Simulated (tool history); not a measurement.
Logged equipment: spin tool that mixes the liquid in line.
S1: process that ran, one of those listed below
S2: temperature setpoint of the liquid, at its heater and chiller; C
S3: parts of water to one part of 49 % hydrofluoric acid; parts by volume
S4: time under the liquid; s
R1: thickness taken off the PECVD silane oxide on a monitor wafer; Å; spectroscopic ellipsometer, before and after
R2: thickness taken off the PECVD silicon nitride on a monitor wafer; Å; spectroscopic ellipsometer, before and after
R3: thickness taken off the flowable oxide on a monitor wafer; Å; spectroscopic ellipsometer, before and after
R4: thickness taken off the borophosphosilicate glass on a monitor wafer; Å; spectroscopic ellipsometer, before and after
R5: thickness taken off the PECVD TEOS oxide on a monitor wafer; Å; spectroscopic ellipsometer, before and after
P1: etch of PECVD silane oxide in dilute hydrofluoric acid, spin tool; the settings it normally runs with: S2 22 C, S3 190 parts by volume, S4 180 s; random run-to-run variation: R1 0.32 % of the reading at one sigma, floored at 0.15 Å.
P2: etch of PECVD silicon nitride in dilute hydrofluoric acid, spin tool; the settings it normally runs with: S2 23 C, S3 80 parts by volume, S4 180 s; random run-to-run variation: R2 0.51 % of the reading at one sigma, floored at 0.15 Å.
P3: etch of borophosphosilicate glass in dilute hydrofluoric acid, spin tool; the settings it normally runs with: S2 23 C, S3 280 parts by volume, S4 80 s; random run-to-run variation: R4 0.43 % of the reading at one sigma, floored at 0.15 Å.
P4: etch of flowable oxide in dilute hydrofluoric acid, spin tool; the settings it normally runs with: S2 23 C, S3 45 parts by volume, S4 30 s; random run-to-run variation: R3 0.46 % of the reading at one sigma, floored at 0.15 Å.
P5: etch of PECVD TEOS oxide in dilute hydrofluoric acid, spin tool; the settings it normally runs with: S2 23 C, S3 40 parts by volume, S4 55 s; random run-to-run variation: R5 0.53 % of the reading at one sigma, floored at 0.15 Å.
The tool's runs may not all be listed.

run,day,S1,S2,S3,S4,R1,R2,R3,R4,R5
1,0.25,P1,22,190,180,183.87,,,,
2,0.508,P1,22,190,180,183.22,,,,
3,0.808,P1,22,190,90,91.827,,,,
4,0.95,P2,23,20,180,,429.5,,,
5,1.238,P1,22,190,180,182.39,,,,
6,1.546,P2,23,80,180,,111.41,,,
7,1.7,P4,23,45,30,,,317.72,,
8,1.925,P1,22,190,180,183.1,,,,
9,2.112,P3,31.5,280,80,,,,137.32,
10,2.262,P1,17,190,180,150.66,,,,
11,2.504,P4,23,75,30,,,185.4,,
12,2.658,P5,23,40,110,,,,,395.62
13,2.95,P5,29,40,55,,,,,255.19
14,3.254,P3,23,50,80,,,,748.9,
15,3.45,P1,27.5,190,180,223.73,,,,
16,3.612,P4,17,45,30,,,247.25,,
17,3.833,P1,22,190,275,279.89,,,,
18,4.067,P3,23,280,80,,,,103.86,
19,4.208,P1,22,190,180,184.49,,,,
20,4.454,P5,23,40,55,,,,,198.7

For run 21, what comes out?
21,4.604,P1,22,190,180,?,,,,

Run 21 came out at R1 182.44 Å.
